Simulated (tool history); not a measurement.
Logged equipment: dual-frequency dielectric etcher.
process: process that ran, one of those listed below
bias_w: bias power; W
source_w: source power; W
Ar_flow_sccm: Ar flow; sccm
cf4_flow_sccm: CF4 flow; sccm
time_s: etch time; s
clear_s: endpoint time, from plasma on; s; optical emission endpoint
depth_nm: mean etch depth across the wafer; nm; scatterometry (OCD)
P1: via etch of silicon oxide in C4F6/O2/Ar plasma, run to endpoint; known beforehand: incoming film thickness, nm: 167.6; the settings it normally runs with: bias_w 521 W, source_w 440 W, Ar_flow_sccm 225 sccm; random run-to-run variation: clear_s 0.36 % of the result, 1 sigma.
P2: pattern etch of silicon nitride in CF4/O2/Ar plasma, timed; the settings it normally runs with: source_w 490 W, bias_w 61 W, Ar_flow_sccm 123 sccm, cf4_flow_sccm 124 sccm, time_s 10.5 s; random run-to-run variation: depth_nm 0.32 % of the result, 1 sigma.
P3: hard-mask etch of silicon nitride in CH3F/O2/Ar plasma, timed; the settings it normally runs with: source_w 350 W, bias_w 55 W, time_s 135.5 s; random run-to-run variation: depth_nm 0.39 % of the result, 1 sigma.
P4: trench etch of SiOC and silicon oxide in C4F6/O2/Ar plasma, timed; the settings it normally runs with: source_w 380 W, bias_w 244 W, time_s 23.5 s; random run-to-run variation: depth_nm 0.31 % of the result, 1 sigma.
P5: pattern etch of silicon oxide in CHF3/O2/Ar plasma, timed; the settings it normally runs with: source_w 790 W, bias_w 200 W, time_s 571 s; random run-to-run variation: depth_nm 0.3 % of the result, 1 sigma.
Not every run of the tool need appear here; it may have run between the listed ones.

{"run": 1, "hour": 10.8, "process": "P1", "bias_w": 521, "source_w": 440, "Ar_flow_sccm": 225, "clear_s": 34.7}
{"run": 2, "hour": 17.7, "process": "P2", "bias_w": 75, "source_w": 490, "Ar_flow_sccm": 123, "cf4_flow_sccm": 124, "time_s": 10.5, "depth_nm": 22.841}
{"run": 3, "hour": 25.8, "process": "P3", "bias_w": 55, "source_w": 350, "time_s": 135.5, "depth_nm": 81.366}
{"run": 4, "hour": 32.5, "process": "P1", "bias_w": 376, "source_w": 440, "Ar_flow_sccm": 225, "clear_s": 39.021}
{"run": 5, "hour": 43.7, "process": "P5", "bias_w": 152, "source_w": 790, "time_s": 571, "depth_nm": 1194.3}
{"run": 6, "hour": 55.1, "process": "P4", "bias_w": 244, "source_w": 380, "time_s": 13.5, "depth_nm": 30.019}
{"run": 7, "hour": 61.6, "process": "P4", "bias_w": 244, "source_w": 510, "time_s": 23.5, "depth_nm": 58.244}
{"run": 8, "hour": 68.4, "process": "P2", "bias_w": 61, "source_w": 490, "Ar_flow_sccm": 123, "cf4_flow_sccm": 124, "time_s": 15, "depth_nm": 30.21}
{"run": 9, "hour": 77.0, "process": "P1", "bias_w": 521, "source_w": 280, "Ar_flow_sccm": 225, "clear_s": 41.058}
{"run": 10, "hour": 85.4, "process": "P3", "bias_w": 55, "source_w": 350, "time_s": 135.5, "depth_nm": 81.619}
{"run": 11, "hour": 90.9, "process": "P3", "bias_w": 55, "source_w": 250, "time_s": 135.5, "depth_nm": 71.731}
{"run": 12, "hour": 97.9, "process": "P1", "bias_w": 521, "source_w": 440, "Ar_flow_sccm": 272, "clear_s": 35.153}
{"run": 13, "hour": 105.2, "process": "P5", "bias_w": 200, "source_w": 790, "time_s": 362, "depth_nm": 825.74}
{"run": 14, "hour": 116.3, "process": "P2", "bias_w": 61, "source_w": 490, "Ar_flow_sccm": 123, "cf4_flow_sccm": 170, "time_s": 10.5, "depth_nm": 21.757}
{"run": 15, "hour": 123.9, "process": "P1", "bias_w": 521, "source_w": 440, "Ar_flow_sccm": 225, "clear_s": 34.925}
{"run": 16, "hour": 131.0, "process": "P1", "bias_w": 521, "source_w": 440, "Ar_flow_sccm": 225, "clear_s": 34.717}
{"run": 17, "hour": 136.9, "process": "P3", "bias_w": 55, "source_w": 350, "time_s": 74.5, "depth_nm": 44.901}
{"run": 18, "hour": 148.8, "process": "P2", "bias_w": 61, "source_w": 600, "Ar_flow_sccm": 123, "cf4_flow_sccm": 124, "time_s": 10.5, "depth_nm": 25.247}
{"run": 19, "hour": 159.4, "process": "P5", "bias_w": 200, "source_w": 790, "time_s": 571, "depth_nm": 1297.7}
{"run": 20, "hour": 168.8, "process": "P1", "bias_w": 521, "source_w": 440, "Ar_flow_sccm": 225, "clear_s": 34.413}
{"run": 21, "hour": 176.4, "process": "P4", "bias_w": 171, "source_w": 380, "time_s": 23.5, "depth_nm": 46.323}
{"run": 22, "hour": 185.9, "process": "P1", "bias_w": 521, "source_w": 440, "Ar_flow_sccm": 161, "clear_s": 33.706}
{"run": 23, "hour": 194.8, "process": "P1", "bias_w": 521, "source_w": 580, "Ar_flow_sccm": 225, "clear_s": 31.377}
{"run": 24, "hour": 200.5, "process": "P3", "bias_w": 32, "source_w": 350, "time_s": 135.5, "depth_nm": 69.824}
{"run": 25, "hour": 211.2, "process": "P4", "bias_w": 244, "source_w": 380, "time_s": 23.5, "depth_nm": 52.121}
{"run": 26, "hour": 221.9, "process": "P5", "bias_w": 200, "source_w": 1120, "time_s": 571, "depth_nm": 1489.2}
{"run": 27, "hour": 230.4, "process": "P2", "bias_w": 61, "source_w": 490, "Ar_flow_sccm": 98, "cf4_flow_sccm": 124, "time_s": 10.5, "depth_nm": 21.637}
{"run": 28, "hour": 241.1, "process": "P1", "bias_w": 716, "source_w": 440, "Ar_flow_sccm": 225, "clear_s": 30.583}
{"run": 29, "hour": 250.9, "process": "P2", "bias_w": 61, "source_w": 490, "Ar_flow_sccm": 123, "cf4_flow_sccm": 124, "time_s": 10.5, "depth_nm": 21.168}
{"run": 30, "hour": 259.2, "process": "P1", "bias_w": 618, "source_w": 270, "Ar_flow_sccm": 225, "clear_s": 39.225}
{"run": 31, "hour": 270.3, "process": "P1", "bias_w": 521, "source_w": 440, "Ar_flow_sccm": 225, "clear_s": 34.761}
{"run": 32, "hour": 281.7, "process": "P1", "bias_w": 521, "source_w": 440, "Ar_flow_sccm": 225, "clear_s": 34.835}
{"run": 33, "hour": 293.1, "process": "P1", "bias_w": 521, "source_w": 440, "Ar_flow_sccm": 225, "clear_s": 34.967}
{"run": 34, "hour": 299.7, "process": "P1", "bias_w": 521, "source_w": 440, "Ar_flow_sccm": 225, "clear_s": 35.221}
{"run": 35, "hour": 306.4, "process": "P1", "bias_w": 521, "source_w": 440, "Ar_flow_sccm": 225, "clear_s": 35.273}
{"run": 36, "hour": 315.7, "process": "P1", "bias_w": 521, "source_w": 440, "Ar_flow_sccm": 225, "clear_s": 35.468}
{"run": 37, "hour": 326.3, "process": "P1", "bias_w": 521, "source_w": 440, "Ar_flow_sccm": 225, "clear_s": 35.326}
{"run": 38, "hour": 335.9, "process": "P1", "bias_w": 521, "source_w": 440, "Ar_flow_sccm": 225, "clear_s": 35.132}
{"run": 39, "hour": 345.7, "process": "P1", "bias_w": 521, "source_w": 440, "Ar_flow_sccm": 225, "clear_s": 35.341}
{"hour": 348.8, "done": "wet clean of the chamber"}
{"run": 40, "hour": 355.9, "process": "P1", "bias_w": 521, "source_w": 440, "Ar_flow_sccm": 225, "clear_s": 35.374}
{"run": 41, "hour": 364.5, "process": "P1", "bias_w": 521, "source_w": 440, "Ar_flow_sccm": 225, "clear_s": 35.503}
{"run": 42, "hour": 376.4, "process": "P1", "bias_w": 521, "source_w": 440, "Ar_flow_sccm": 225, "clear_s": 35.342}

What P1 gives has crept away from where it was. These 2 causes fit the log equally well, each at the size given:
A: bias power that arrives under what is set, % = 4.74
B: source power that arrives under what is set, % = 4.8
The drift started at roughly hour 270.3.
All other causes, with the reason each is excluded:
chamber walls in a state that lowers the etch rate, %: maintenance at hour 348.8, after the shift began, did not return the process to its former output
Ar flow that arrives over what is set, %: at most 8, giving a +0.9 % change in clear_s: too small, or against the direction of the creep

Which of the 4 check runs listed below separates the causes, so that each cause would produce a clearly different result? Each run uses one wafer, and its results are marked with question marks.
{"run": "check 1", "hour": 388.3, "process": "P3", "bias_w": 34, "source_w": 350, "time_s": 105, "depth_nm": "?"}
{"run": "check 2", "hour": 388.3, "process": "P4", "bias_w": 172, "source_w": 380, "time_s": 17, "depth_nm": "?"}
{"run": "check 3", "hour": 388.3, "process": "P5", "bias_w": 200, "source_w": 960, "time_s": 571, "depth_nm": "?"}
{"run": "check 4", "hour": 388.3, "process": "P2", "bias_w": 61, "source_w": 490, "Ar_flow_sccm": 123, "cf4_flow_sccm": 124, "time_s": 15, "depth_nm": "?"}

If the cause were each of the candidates in turn, the checks would give the following:
check=check_1 result=depth_nm if_A=54.119 if_B=53.795
check=check_2 result=depth_nm if_A=33.061 if_B=32.929
check=check_3 result=depth_nm if_A=1379.1 if_B=1375.2
check=check_4 result=depth_nm if_A=29.518 if_B=28.823
Smallest distance between any two causes, each pair judged by its most separating result, in per cent: check 1 0.6 %; check 2 0.4 %; check 3 0.28 %; check 4 2.38 %
Only in check 4 would the causes give clearly different results; in the remaining checks their results would be nearly the same.

The results of check 4 are: depth_nm 28.915 nm. Based on these, which of the listed causes is it?

It is B: source power that arrives under what is set, %.

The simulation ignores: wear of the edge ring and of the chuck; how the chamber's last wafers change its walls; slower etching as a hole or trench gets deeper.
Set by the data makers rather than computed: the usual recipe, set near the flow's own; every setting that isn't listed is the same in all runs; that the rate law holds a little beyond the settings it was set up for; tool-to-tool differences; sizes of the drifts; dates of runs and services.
